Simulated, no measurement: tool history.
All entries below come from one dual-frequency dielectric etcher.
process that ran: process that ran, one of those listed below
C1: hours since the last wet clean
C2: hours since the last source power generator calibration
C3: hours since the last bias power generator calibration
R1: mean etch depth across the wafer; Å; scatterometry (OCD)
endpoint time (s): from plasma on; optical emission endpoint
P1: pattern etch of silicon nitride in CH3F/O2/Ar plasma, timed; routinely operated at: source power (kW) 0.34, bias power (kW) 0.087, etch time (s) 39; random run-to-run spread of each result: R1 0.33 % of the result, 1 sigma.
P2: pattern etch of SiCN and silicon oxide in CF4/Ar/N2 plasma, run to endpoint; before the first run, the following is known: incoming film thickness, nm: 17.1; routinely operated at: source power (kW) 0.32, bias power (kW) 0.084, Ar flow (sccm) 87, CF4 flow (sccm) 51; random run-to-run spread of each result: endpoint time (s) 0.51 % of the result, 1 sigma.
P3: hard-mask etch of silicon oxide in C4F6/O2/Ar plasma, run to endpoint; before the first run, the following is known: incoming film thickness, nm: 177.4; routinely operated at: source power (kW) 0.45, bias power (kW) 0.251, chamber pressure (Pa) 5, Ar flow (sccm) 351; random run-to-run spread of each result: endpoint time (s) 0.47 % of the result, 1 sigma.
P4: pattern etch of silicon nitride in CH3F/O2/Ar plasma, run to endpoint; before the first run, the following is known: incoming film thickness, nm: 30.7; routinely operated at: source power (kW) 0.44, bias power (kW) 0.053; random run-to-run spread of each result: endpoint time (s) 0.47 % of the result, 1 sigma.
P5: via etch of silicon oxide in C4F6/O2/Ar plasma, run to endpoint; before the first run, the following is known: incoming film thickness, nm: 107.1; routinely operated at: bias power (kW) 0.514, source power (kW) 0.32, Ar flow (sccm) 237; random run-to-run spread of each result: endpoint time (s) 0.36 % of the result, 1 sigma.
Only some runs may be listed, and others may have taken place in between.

{"run": 1, "hour": 12.6, "process that ran": "P1", "source power (kW)": 0.34, "bias power (kW)": 0.087, "etch time (s)": 39, "C1": 76.2, "C2": 543.2, "C3": 1904.8, "R1": 269.43}
{"run": 2, "hour": 25.2, "process that ran": "P4", "source power (kW)": 0.44, "bias power (kW)": 0.063, "C1": 88.8, "C2": 555.8, "C3": 1917.4, "endpoint time (s)": 45.157}
{"run": 3, "hour": 33.6, "process that ran": "P3", "source power (kW)": 0.45, "bias power (kW)": 0.146, "chamber pressure (Pa)": 5, "Ar flow (sccm)": 351, "C1": 97.2, "C2": 564.2, "C3": 1925.8, "endpoint time (s)": 58.736}
{"run": 4, "hour": 47.9, "process that ran": "P1", "source power (kW)": 0.22, "bias power (kW)": 0.087, "etch time (s)": 39, "C1": 111.5, "C2": 578.5, "C3": 1940.1, "R1": 228.05}
{"run": 5, "hour": 56.8, "process that ran": "P5", "source power (kW)": 0.32, "bias power (kW)": 0.514, "Ar flow (sccm)": 332, "C1": 120.4, "C2": 587.4, "C3": 1949, "endpoint time (s)": 25.732}
{"run": 6, "hour": 73.4, "process that ran": "P1", "source power (kW)": 0.4, "bias power (kW)": 0.087, "etch time (s)": 26.5, "C1": 137, "C2": 604, "C3": 1965.6, "R1": 195.02}
{"run": 7, "hour": 88.4, "process that ran": "P1", "source power (kW)": 0.34, "bias power (kW)": 0.087, "etch time (s)": 21.5, "C1": 152, "C2": 619, "C3": 1980.6, "R1": 148.98}
{"run": 8, "hour": 100.5, "process that ran": "P3", "source power (kW)": 0.45, "bias power (kW)": 0.251, "chamber pressure (Pa)": 4.07, "Ar flow (sccm)": 351, "C1": 164.1, "C2": 631.1, "C3": 1992.7, "endpoint time (s)": 48.028}
{"run": 9, "hour": 115.8, "process that ran": "P1", "source power (kW)": 0.43, "bias power (kW)": 0.087, "etch time (s)": 39, "C1": 179.4, "C2": 646.4, "C3": 2008, "R1": 295.41}
{"run": 10, "hour": 128.8, "process that ran": "P2", "source power (kW)": 0.41, "bias power (kW)": 0.084, "Ar flow (sccm)": 87, "CF4 flow (sccm)": 51, "C1": 192.4, "C2": 659.4, "C3": 2021, "endpoint time (s)": 21.187}
{"run": 11, "hour": 141.6, "process that ran": "P1", "source power (kW)": 0.34, "bias power (kW)": 0.087, "etch time (s)": 39, "C1": 205.2, "C2": 672.2, "C3": 2033.8, "R1": 269.54}
{"run": 12, "hour": 157.1, "process that ran": "P1", "source power (kW)": 0.34, "bias power (kW)": 0.087, "etch time (s)": 39, "C1": 220.7, "C2": 687.7, "C3": 2049.3, "R1": 269.58}
{"run": 13, "hour": 166.4, "process that ran": "P3", "source power (kW)": 0.45, "bias power (kW)": 0.251, "chamber pressure (Pa)": 5, "Ar flow (sccm)": 351, "C1": 230, "C2": 697, "C3": 2058.6, "endpoint time (s)": 49.3}
{"run": 14, "hour": 175.2, "process that ran": "P5", "source power (kW)": 0.32, "bias power (kW)": 0.312, "Ar flow (sccm)": 237, "C1": 238.8, "C2": 705.8, "C3": 2067.4, "endpoint time (s)": 30.022}
{"run": 15, "hour": 182.8, "process that ran": "P2", "source power (kW)": 0.32, "bias power (kW)": 0.084, "Ar flow (sccm)": 57, "CF4 flow (sccm)": 51, "C1": 246.4, "C2": 713.4, "C3": 2075, "endpoint time (s)": 24.807}
{"run": 16, "hour": 191.3, "process that ran": "P1", "source power (kW)": 0.34, "bias power (kW)": 0.087, "etch time (s)": 39, "C1": 254.9, "C2": 721.9, "C3": 2083.5, "R1": 267.05}
{"run": 17, "hour": 201.7, "process that ran": "P3", "source power (kW)": 0.45, "bias power (kW)": 0.251, "chamber pressure (Pa)": 5, "Ar flow (sccm)": 219, "C1": 265.3, "C2": 732.3, "C3": 2093.9, "endpoint time (s)": 46.581}
{"run": 18, "hour": 214.8, "process that ran": "P4", "source power (kW)": 0.44, "bias power (kW)": 0.053, "C1": 278.4, "C2": 745.4, "C3": 2107, "endpoint time (s)": 47.432}
{"run": 19, "hour": 227.0, "process that ran": "P2", "source power (kW)": 0.32, "bias power (kW)": 0.084, "Ar flow (sccm)": 87, "CF4 flow (sccm)": 51, "C1": 290.6, "C2": 757.6, "C3": 2119.2, "endpoint time (s)": 26.001}
{"run": 20, "hour": 237.5, "process that ran": "P1", "source power (kW)": 0.22, "bias power (kW)": 0.087, "etch time (s)": 47.5, "C1": 301.1, "C2": 768.1, "C3": 2129.7, "R1": 278.55}
{"run": 21, "hour": 254.4, "process that ran": "P5", "source power (kW)": 0.25, "bias power (kW)": 0.514, "Ar flow (sccm)": 237, "C1": 318, "C2": 785, "C3": 2146.6, "endpoint time (s)": 27.251}
{"run": 22, "hour": 262.0, "process that ran": "P4", "source power (kW)": 0.44, "bias power (kW)": 0.053, "C1": 325.6, "C2": 792.6, "C3": 2154.2, "endpoint time (s)": 47.634}
{"run": 23, "hour": 270.3, "process that ran": "P1", "source power (kW)": 0.34, "bias power (kW)": 0.051, "etch time (s)": 39, "C1": 333.9, "C2": 800.9, "C3": 2162.5, "R1": 224.22}
{"run": 24, "hour": 286.4, "process that ran": "P3", "source power (kW)": 0.28, "bias power (kW)": 0.251, "chamber pressure (Pa)": 5, "Ar flow (sccm)": 351, "C1": 350, "C2": 817, "C3": 2178.6, "endpoint time (s)": 58.984}
{"run": 25, "hour": 299.7, "process that ran": "P1", "source power (kW)": 0.34, "bias power (kW)": 0.117, "etch time (s)": 39, "C1": 363.3, "C2": 830.3, "C3": 2191.9, "R1": 299.22}
{"run": 26, "hour": 308.2, "process that ran": "P5", "source power (kW)": 0.32, "bias power (kW)": 0.514, "Ar flow (sccm)": 237, "C1": 371.8, "C2": 838.8, "C3": 2200.4, "endpoint time (s)": 24.933}
{"run": 27, "hour": 322.6, "process that ran": "P4", "source power (kW)": 0.27, "bias power (kW)": 0.053, "C1": 386.2, "C2": 853.2, "C3": 2214.8, "endpoint time (s)": 57.395}
{"run": 28, "hour": 336.6, "process that ran": "P3", "source power (kW)": 0.45, "bias power (kW)": 0.251, "chamber pressure (Pa)": 5, "Ar flow (sccm)": 351, "C1": 400.2, "C2": 867.2, "C3": 2228.8, "endpoint time (s)": 49.384}
{"run": 29, "hour": 353.3, "process that ran": "P2", "source power (kW)": 0.32, "bias power (kW)": 0.065, "Ar flow (sccm)": 87, "CF4 flow (sccm)": 51, "C1": 416.9, "C2": 883.9, "C3": 2245.5, "endpoint time (s)": 28.46}
{"run": 30, "hour": 367.2, "process that ran": "P2", "source power (kW)": 0.32, "bias power (kW)": 0.084, "Ar flow (sccm)": 87, "CF4 flow (sccm)": 41, "C1": 430.8, "C2": 897.8, "C3": 2259.4, "endpoint time (s)": 27.199}
{"run": 31, "hour": 383.9, "process that ran": "P1", "source power (kW)": 0.34, "bias power (kW)": 0.087, "etch time (s)": 57, "C1": 447.5, "C2": 914.5, "C3": 2276.1, "R1": 392.91}
{"run": 32, "hour": 394.4, "process that ran": "P5", "source power (kW)": 0.32, "bias power (kW)": 0.514, "Ar flow (sccm)": 237, "C1": 458, "C2": 925, "C3": 2286.6, "endpoint time (s)": 24.914}
{"run": 33, "hour": 403.3, "process that ran": "P1", "source power (kW)": 0.34, "bias power (kW)": 0.087, "etch time (s)": 39, "C1": 466.9, "C2": 933.9, "C3": 2295.5, "R1": 268.73}
{"run": 34, "hour": 419.3, "process that ran": "P1", "source power (kW)": 0.34, "bias power (kW)": 0.087, "etch time (s)": 39, "C1": 482.9, "C2": 949.9, "C3": 2311.5, "R1": 271.49}
{"run": 35, "hour": 431.5, "process that ran": "P1", "source power (kW)": 0.34, "bias power (kW)": 0.087, "etch time (s)": 39, "C1": 495.1, "C2": 962.1, "C3": 2323.7, "R1": 271.73}
{"run": 36, "hour": 440.8, "process that ran": "P1", "source power (kW)": 0.34, "bias power (kW)": 0.087, "etch time (s)": 39, "C1": 504.4, "C2": 971.4, "C3": 2333, "R1": 272.77}
{"run": 37, "hour": 455.2, "process that ran": "P1", "source power (kW)": 0.34, "bias power (kW)": 0.087, "etch time (s)": 39, "C1": 518.8, "C2": 985.8, "C3": 2347.4, "R1": 273.5}
{"hour": 458.1, "done": "wet clean of the chamber"}
{"run": 38, "hour": 464.1, "process that ran": "P1", "source power (kW)": 0.34, "bias power (kW)": 0.087, "etch time (s)": 39, "C1": 6.1, "C2": 994.7, "C3": 2356.3, "R1": 273.62}
{"run": 39, "hour": 475.8, "process that ran": "P1", "source power (kW)": 0.34, "bias power (kW)": 0.087, "etch time (s)": 39, "C1": 17.8, "C2": 1006.4, "C3": 2368, "R1": 273.56}
{"run": 40, "hour": 488.8, "process that ran": "P1", "source power (kW)": 0.34, "bias power (kW)": 0.087, "etch time (s)": 39, "C1": 30.8, "C2": 1019.4, "C3": 2381, "R1": 274.65}

The output of P1 has drifted from where it used to be. Each of the 2 causes below, taken at the size shown beside it, accounts for the log equally well:
A: bias power that arrives over what is set, % = 4.67
B: source power that arrives over what is set, % = 4.52
The gradual shift began around hour 403.3.
Ruled out, with reasons:
chamber walls in a state that raises the etch rate, %: serviced at hour 458.1, which brought nothing back

You are offered 4 check runs, listed below with question marks in place of their results; each one averages 3 wafers. Which run separates the listed causes by giving clearly different results for each?
{"run": "check 1", "hour": 501.8, "process that ran": "P2", "source power (kW)": 0.32, "bias power (kW)": 0.084, "Ar flow (sccm)": 87, "CF4 flow (sccm)": 51, "endpoint time (s)": "?"}
{"run": "check 2", "hour": 501.8, "process that ran": "P5", "source power (kW)": 0.32, "bias power (kW)": 0.514, "Ar flow (sccm)": 237, "endpoint time (s)": "?"}
{"run": "check 3", "hour": 501.8, "process that ran": "P4", "source power (kW)": 0.44, "bias power (kW)": 0.053, "endpoint time (s)": "?"}
{"run": "check 4", "hour": 501.8, "process that ran": "P3", "source power (kW)": 0.45, "bias power (kW)": 0.251, "chamber pressure (Pa)": 5, "Ar flow (sccm)": 351, "endpoint time (s)": "?"}

What every check run would give for each of its results, assuming each possible cause in turn:
check=check_1 result=endpoint_time_(s) if_A=25.677 if_B=25.122
check=check_2 result=endpoint_time_(s) if_A=24.482 if_B=24.51
check=check_3 result=endpoint_time_(s) if_A=46.931 if_B=46.804
check=check_4 result=endpoint_time_(s) if_A=48.718 if_B=48.642
Per-check spread between the two closest causes, in the result where they differ most: check 1 2.19 %; check 2 0.11 %; check 3 0.27 %; check 4 0.16 %
Only in check 1 would the causes give clearly different results; in the remaining checks their results would be nearly the same.

With check 1 done, the readings were: endpoint time (s) 25.745. Identify which of the listed causes applies.

The correct cause is A, namely: bias power that arrives over what is set, %.
